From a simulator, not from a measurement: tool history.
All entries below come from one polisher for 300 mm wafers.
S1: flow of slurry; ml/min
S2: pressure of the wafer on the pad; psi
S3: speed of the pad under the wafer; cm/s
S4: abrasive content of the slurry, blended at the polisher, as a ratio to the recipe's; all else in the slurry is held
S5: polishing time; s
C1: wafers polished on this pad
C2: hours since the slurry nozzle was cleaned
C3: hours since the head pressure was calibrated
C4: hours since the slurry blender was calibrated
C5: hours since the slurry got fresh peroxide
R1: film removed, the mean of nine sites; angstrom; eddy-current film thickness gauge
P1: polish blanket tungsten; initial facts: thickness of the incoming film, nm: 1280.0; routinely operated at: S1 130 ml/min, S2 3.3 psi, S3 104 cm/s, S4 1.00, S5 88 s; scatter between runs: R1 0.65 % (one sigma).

{"run": 1, "hour": 5.4, "S1": 130, "S2": 3.3, "S3": 104, "S4": 1.0, "S5": 88, "C1": 191, "C2": 83.1, "C3": 580.6, "C4": 79.8, "C5": 31.2, "R1": 3663.3}
{"run": 2, "hour": 14.9, "S1": 130, "S2": 3.3, "S3": 104, "S4": 1.0, "S5": 88, "C1": 292, "C2": 92.6, "C3": 590.1, "C4": 89.3, "C5": 40.7, "R1": 3655.3}
{"run": 3, "hour": 20.3, "S1": 130, "S2": 1.9, "S3": 104, "S4": 1.0, "S5": 88, "C1": 350, "C2": 98.0, "C3": 595.5, "C4": 94.7, "C5": 46.1, "R1": 2113.2}
{"run": 4, "hour": 30.0, "S1": 130, "S2": 3.3, "S3": 104, "S4": 1.0, "S5": 133, "C1": 453, "C2": 107.7, "C3": 605.2, "C4": 104.4, "C5": 55.8, "R1": 5478.0}
{"run": 5, "hour": 36.0, "S1": 130, "S2": 3.3, "S3": 162, "S4": 1.0, "S5": 88, "C1": 517, "C2": 113.7, "C3": 611.2, "C4": 110.4, "C5": 61.8, "R1": 5700.2}
{"run": 6, "hour": 42.2, "S1": 130, "S2": 3.3, "S3": 104, "S4": 1.4, "S5": 88, "C1": 583, "C2": 119.9, "C3": 617.4, "C4": 116.6, "C5": 68.0, "R1": 3901.6}
{"run": 7, "hour": 46.7, "S1": 130, "S2": 3.3, "S3": 46, "S4": 1.0, "S5": 88, "C1": 631, "C2": 124.4, "C3": 621.9, "C4": 121.1, "C5": 72.5, "R1": 1611.1}
{"hour": 47.9, "done": "slurry blender recalibrated"}
{"run": 8, "hour": 52.1, "S1": 130, "S2": 3.3, "S3": 52, "S4": 1.0, "S5": 51, "C1": 688, "C2": 129.8, "C3": 627.3, "C4": 4.3, "C5": 77.9, "R1": 1066.5}
{"run": 9, "hour": 56.8, "S1": 130, "S2": 3.3, "S3": 104, "S4": 0.65, "S5": 88, "C1": 738, "C2": 134.5, "C3": 632.0, "C4": 9.0, "C5": 82.6, "R1": 3291.8}
{"run": 10, "hour": 63.6, "S1": 130, "S2": 5.1, "S3": 104, "S4": 1.0, "S5": 88, "C1": 811, "C2": 141.3, "C3": 638.8, "C4": 15.8, "C5": 89.4, "R1": 5612.6}
{"run": 11, "hour": 68.7, "S1": 130, "S2": 3.3, "S3": 104, "S4": 1.0, "S5": 88, "C1": 865, "C2": 146.4, "C3": 643.9, "C4": 20.9, "C5": 94.5, "R1": 3620.0}
{"run": 12, "hour": 73.6, "S1": 130, "S2": 3.3, "S3": 104, "S4": 1.0, "S5": 56, "C1": 917, "C2": 151.3, "C3": 648.8, "C4": 25.8, "C5": 99.4, "R1": 2331.9}
{"run": 13, "hour": 78.0, "S1": 130, "S2": 3.3, "S3": 104, "S4": 1.0, "S5": 88, "C1": 964, "C2": 155.7, "C3": 653.2, "C4": 30.2, "C5": 103.8, "R1": 3633.2}
{"hour": 84.1, "done": "worn pad replaced by a new one"}
{"run": 14, "hour": 85.9, "S1": 175, "S2": 3.3, "S3": 104, "S4": 1.0, "S5": 88, "C1": 19, "C2": 163.6, "C3": 661.1, "C4": 38.1, "C5": 111.7, "R1": 3817.1}
{"run": 15, "hour": 90.5, "S1": 80, "S2": 3.3, "S3": 104, "S4": 1.0, "S5": 88, "C1": 68, "C2": 168.2, "C3": 665.7, "C4": 42.7, "C5": 116.3, "R1": 3210.7}
{"run": 16, "hour": 96.4, "S1": 130, "S2": 3.3, "S3": 104, "S4": 1.0, "S5": 88, "C1": 131, "C2": 174.1, "C3": 671.6, "C4": 48.6, "C5": 122.2, "R1": 3659.3}
{"run": 17, "hour": 105.1, "S1": 130, "S2": 3.3, "S3": 104, "S4": 1.0, "S5": 88, "C1": 223, "C2": 182.8, "C3": 680.3, "C4": 57.3, "C5": 130.9, "R1": 3684.1}
{"run": 18, "hour": 110.6, "S1": 130, "S2": 3.3, "S3": 104, "S4": 1.0, "S5": 88, "C1": 282, "C2": 188.3, "C3": 685.8, "C4": 62.8, "C5": 136.4, "R1": 3579.8}
{"run": 19, "hour": 117.8, "S1": 130, "S2": 3.3, "S3": 104, "S4": 1.0, "S5": 88, "C1": 358, "C2": 195.5, "C3": 693.0, "C4": 70.0, "C5": 143.6, "R1": 3506.3}
{"run": 20, "hour": 122.4, "S1": 130, "S2": 3.3, "S3": 104, "S4": 1.0, "S5": 88, "C1": 407, "C2": 200.1, "C3": 697.6, "C4": 74.6, "C5": 148.2, "R1": 3486.5}
{"run": 21, "hour": 130.9, "S1": 130, "S2": 3.3, "S3": 104, "S4": 1.0, "S5": 88, "C1": 498, "C2": 208.6, "C3": 706.1, "C4": 83.1, "C5": 156.7, "R1": 3407.6}
{"hour": 133.9, "done": "worn pad replaced by a new one"}
{"hour": 135.0, "done": "slurry blender recalibrated"}
{"run": 22, "hour": 136.3, "S1": 130, "S2": 3.3, "S3": 104, "S4": 1.0, "S5": 88, "C1": 26, "C2": 214.0, "C3": 711.5, "C4": 1.3, "C5": 162.1, "R1": 3386.0}
{"run": 23, "hour": 145.2, "S1": 130, "S2": 3.3, "S3": 104, "S4": 1.0, "S5": 88, "C1": 120, "C2": 222.9, "C3": 720.4, "C4": 10.2, "C5": 171.0, "R1": 3290.8}
{"hour": 146.3, "done": "head pressure recalibrated"}
{"run": 24, "hour": 154.1, "S1": 130, "S2": 3.3, "S3": 104, "S4": 1.0, "S5": 88, "C1": 215, "C2": 231.8, "C3": 7.8, "C4": 19.1, "C5": 179.9, "R1": 3316.0}
{"run": 25, "hour": 159.7, "S1": 130, "S2": 3.3, "S3": 104, "S4": 1.0, "S5": 88, "C1": 274, "C2": 237.4, "C3": 13.4, "C4": 24.7, "C5": 185.5, "R1": 3306.9}
{"run": 26, "hour": 168.2, "S1": 130, "S2": 3.3, "S3": 104, "S4": 1.0, "S5": 88, "C1": 365, "C2": 245.9, "C3": 21.9, "C4": 33.2, "C5": 194.0, "R1": 3302.1}

The output of P1 has drifted from where it used to be. Each of the 2 causes below, taken at the size shown beside it, accounts for the log equally well:
A: slurry flow missing at the pad, % = 34.2
B: peroxide lost from the slurry, % = 22.8
The drift started at roughly hour 105.1.
Each remaining cause and why it is not a fit:
removal rate lost through wear of the pad, %: maintenance at hour 133.9, after the shift began, did not return the process to its former output
head's pressure below its setpoint, %: maintenance at hour 146.3, after the shift began, did not return the process to its former output
abrasive missing from the slurry, %: maintenance at hour 135.0, after the shift began, did not return the process to its former output

Below are 4 check runs, each averaged over 5 wafers, with their results shown as question marks. Which of them would give clearly different results depending on which cause is behind the drift?
{"run": "check 1", "hour": 176.7, "S1": 130, "S2": 4.5, "S3": 104, "S4": 1.0, "S5": 88, "R1": "?"}
{"run": "check 2", "hour": 176.7, "S1": 170, "S2": 3.3, "S3": 104, "S4": 1.0, "S5": 122, "R1": "?"}
{"run": "check 3", "hour": 176.7, "S1": 130, "S2": 3.3, "S3": 54, "S4": 1.0, "S5": 88, "R1": "?"}
{"run": "check 4", "hour": 176.7, "S1": 130, "S2": 3.3, "S3": 104, "S4": 0.8, "S5": 88, "R1": "?"}

If the cause were each of the candidates in turn, the checks would give the following:
check=check_1 result=R1 if_A=4497.3 if_B=4495.8
check=check_2 result=R1 if_A=4899.3 if_B=4792.4
check=check_3 result=R1 if_A=1712.5 if_B=1711.9
check=check_4 result=R1 if_A=3130.3 if_B=3129.2
Distance between the nearest two causes, measured in the result of the check that separates them most: check 1 0.03 %; check 2 2.21 %; check 3 0.03 %; check 4 0.03 %
The causes can be told apart only by check 2. The other checks would give nearly the same results under each of them.

Here is what check 2 returned: R1 4889.3 angstrom. Which cause is it?

The correct cause is A, namely: slurry flow missing at the pad, %.
